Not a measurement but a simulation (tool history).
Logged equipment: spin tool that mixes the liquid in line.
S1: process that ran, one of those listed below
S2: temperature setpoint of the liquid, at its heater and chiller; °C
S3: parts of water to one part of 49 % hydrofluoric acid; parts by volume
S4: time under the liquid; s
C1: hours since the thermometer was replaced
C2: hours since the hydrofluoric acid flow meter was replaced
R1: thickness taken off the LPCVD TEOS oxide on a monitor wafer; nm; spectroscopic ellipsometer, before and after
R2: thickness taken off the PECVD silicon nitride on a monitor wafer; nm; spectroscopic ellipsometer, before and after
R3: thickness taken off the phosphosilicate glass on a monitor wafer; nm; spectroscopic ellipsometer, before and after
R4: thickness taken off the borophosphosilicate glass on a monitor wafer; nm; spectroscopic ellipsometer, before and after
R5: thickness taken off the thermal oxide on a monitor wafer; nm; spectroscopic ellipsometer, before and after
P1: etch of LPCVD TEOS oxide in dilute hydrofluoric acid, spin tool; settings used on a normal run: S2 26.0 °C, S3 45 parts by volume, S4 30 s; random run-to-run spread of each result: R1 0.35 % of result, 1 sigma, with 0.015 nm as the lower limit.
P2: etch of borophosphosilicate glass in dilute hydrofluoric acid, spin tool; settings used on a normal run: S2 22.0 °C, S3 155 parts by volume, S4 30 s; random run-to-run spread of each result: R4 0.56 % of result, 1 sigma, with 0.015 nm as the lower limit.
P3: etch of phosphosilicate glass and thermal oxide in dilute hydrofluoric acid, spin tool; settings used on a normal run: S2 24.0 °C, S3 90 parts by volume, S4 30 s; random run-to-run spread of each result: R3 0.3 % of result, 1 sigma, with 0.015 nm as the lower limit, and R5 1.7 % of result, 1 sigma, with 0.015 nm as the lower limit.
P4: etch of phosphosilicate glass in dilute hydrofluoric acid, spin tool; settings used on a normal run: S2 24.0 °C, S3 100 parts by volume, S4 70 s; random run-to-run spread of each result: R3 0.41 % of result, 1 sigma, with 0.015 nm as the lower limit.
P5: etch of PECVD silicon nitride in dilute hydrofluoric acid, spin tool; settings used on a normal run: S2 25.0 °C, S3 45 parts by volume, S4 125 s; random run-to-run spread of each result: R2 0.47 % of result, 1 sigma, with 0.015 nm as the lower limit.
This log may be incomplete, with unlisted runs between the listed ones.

{"run": 1, "hour": 2.7, "S1": "P1", "S2": 26.0, "S3": 45, "S4": 30, "C1": 616.1, "C2": 303.9, "R1": 15.812}
{"run": 2, "hour": 7.3, "S1": "P1", "S2": 26.0, "S3": 45, "S4": 30, "C1": 620.7, "C2": 308.5, "R1": 15.742}
{"run": 3, "hour": 12.3, "S1": "P1", "S2": 26.0, "S3": 45, "S4": 30, "C1": 625.7, "C2": 313.5, "R1": 15.859}
{"run": 4, "hour": 17.3, "S1": "P1", "S2": 21.0, "S3": 45, "S4": 30, "C1": 630.7, "C2": 318.5, "R1": 12.794}
{"run": 5, "hour": 22.1, "S1": "P1", "S2": 26.0, "S3": 45, "S4": 15, "C1": 635.5, "C2": 323.3, "R1": 7.8835}
{"run": 6, "hour": 27.4, "S1": "P1", "S2": 26.0, "S3": 45, "S4": 60, "C1": 640.8, "C2": 328.6, "R1": 31.633}
{"run": 7, "hour": 31.3, "S1": "P5", "S2": 25.0, "S3": 65, "S4": 125, "C1": 644.7, "C2": 332.5, "R2": 5.466}
{"run": 8, "hour": 35.9, "S1": "P1", "S2": 26.0, "S3": 45, "S4": 30, "C1": 649.3, "C2": 337.1, "R1": 15.749}
{"run": 9, "hour": 38.5, "S1": "P1", "S2": 26.0, "S3": 45, "S4": 30, "C1": 651.9, "C2": 339.7, "R1": 15.67}
{"run": 10, "hour": 44.2, "S1": "P4", "S2": 24.0, "S3": 100, "S4": 20, "C1": 657.6, "C2": 345.4, "R3": 12.239}
{"run": 11, "hour": 49.7, "S1": "P1", "S2": 26.0, "S3": 45, "S4": 30, "C1": 663.1, "C2": 350.9, "R1": 15.781}
{"run": 12, "hour": 54.8, "S1": "P1", "S2": 26.0, "S3": 20, "S4": 15, "C1": 668.2, "C2": 356.0, "R1": 18.41}
{"run": 13, "hour": 57.7, "S1": "P1", "S2": 26.0, "S3": 20, "S4": 30, "C1": 671.1, "C2": 358.9, "R1": 36.963}
{"run": 14, "hour": 62.4, "S1": "P2", "S2": 22.0, "S3": 155, "S4": 15, "C1": 675.8, "C2": 363.6, "R4": 5.2634}
{"run": 15, "hour": 65.1, "S1": "P1", "S2": 30.0, "S3": 45, "S4": 30, "C1": 678.5, "C2": 366.3, "R1": 18.571}
{"run": 16, "hour": 69.9, "S1": "P1", "S2": 26.0, "S3": 60, "S4": 30, "C1": 683.3, "C2": 371.1, "R1": 11.621}
{"run": 17, "hour": 72.7, "S1": "P4", "S2": 24.0, "S3": 170, "S4": 70, "C1": 686.1, "C2": 373.9, "R3": 23.288}
{"run": 18, "hour": 75.3, "S1": "P4", "S2": 17.0, "S3": 100, "S4": 70, "C1": 688.7, "C2": 376.5, "R3": 32.087}
{"run": 19, "hour": 78.4, "S1": "P2", "S2": 17.0, "S3": 155, "S4": 30, "C1": 691.8, "C2": 379.6, "R4": 8.6352}
{"run": 20, "hour": 82.8, "S1": "P3", "S2": 24.0, "S3": 90, "S4": 50, "C1": 696.2, "C2": 384.0, "R3": 32.996, "R5": 2.6175}
{"run": 21, "hour": 87.3, "S1": "P2", "S2": 22.0, "S3": 155, "S4": 30, "C1": 700.7, "C2": 388.5, "R4": 10.582}
{"run": 22, "hour": 92.5, "S1": "P2", "S2": 22.0, "S3": 155, "S4": 30, "C1": 705.9, "C2": 393.7, "R4": 10.504}
{"hour": 95.0, "done": "hydrofluoric acid flow meter replaced"}
{"run": 23, "hour": 95.0, "S1": "P2", "S2": 22.0, "S3": 35, "S4": 30, "C1": 708.4, "C2": 0.0, "R4": 53.728}
{"run": 24, "hour": 99.0, "S1": "P1", "S2": 26.0, "S3": 65, "S4": 15, "C1": 712.4, "C2": 4.0, "R1": 5.322}
{"run": 25, "hour": 101.7, "S1": "P3", "S2": 24.0, "S3": 90, "S4": 30, "C1": 715.1, "C2": 6.7, "R3": 19.925, "R5": 1.5599}
{"run": 26, "hour": 104.9, "S1": "P5", "S2": 19.0, "S3": 45, "S4": 125, "C1": 718.3, "C2": 9.9, "R2": 5.197}
{"run": 27, "hour": 109.2, "S1": "P5", "S2": 25.0, "S3": 45, "S4": 230, "C1": 722.6, "C2": 14.2, "R2": 14.519}
{"run": 28, "hour": 112.1, "S1": "P4", "S2": 24.0, "S3": 100, "S4": 70, "C1": 725.5, "C2": 17.1, "R3": 42.888}
{"run": 29, "hour": 115.1, "S1": "P3", "S2": 24.0, "S3": 20, "S4": 30, "C1": 728.5, "C2": 20.1, "R3": 97.823, "R5": 7.7303}
{"run": 30, "hour": 119.3, "S1": "P1", "S2": 32.5, "S3": 70, "S4": 30, "C1": 732.7, "C2": 24.3, "R1": 12.613}
{"run": 31, "hour": 122.3, "S1": "P3", "S2": 31.0, "S3": 90, "S4": 30, "C1": 735.7, "C2": 27.3, "R3": 26.194, "R5": 2.0099}
{"run": 32, "hour": 124.9, "S1": "P5", "S2": 25.0, "S3": 45, "S4": 125, "C1": 738.3, "C2": 29.9, "R2": 7.9124}
{"run": 33, "hour": 129.6, "S1": "P1", "S2": 26.0, "S3": 45, "S4": 30, "C1": 743.0, "C2": 34.6, "R1": 15.805}

What does the tool deliver on the next run?
{"run": 34, "hour": 133.9, "S1": "P1", "S2": 26.0, "S3": 45, "S4": 30, "C1": 747.3, "C2": 38.9, "R1": "?"}

{"run 34": {"R1": 16.465}}
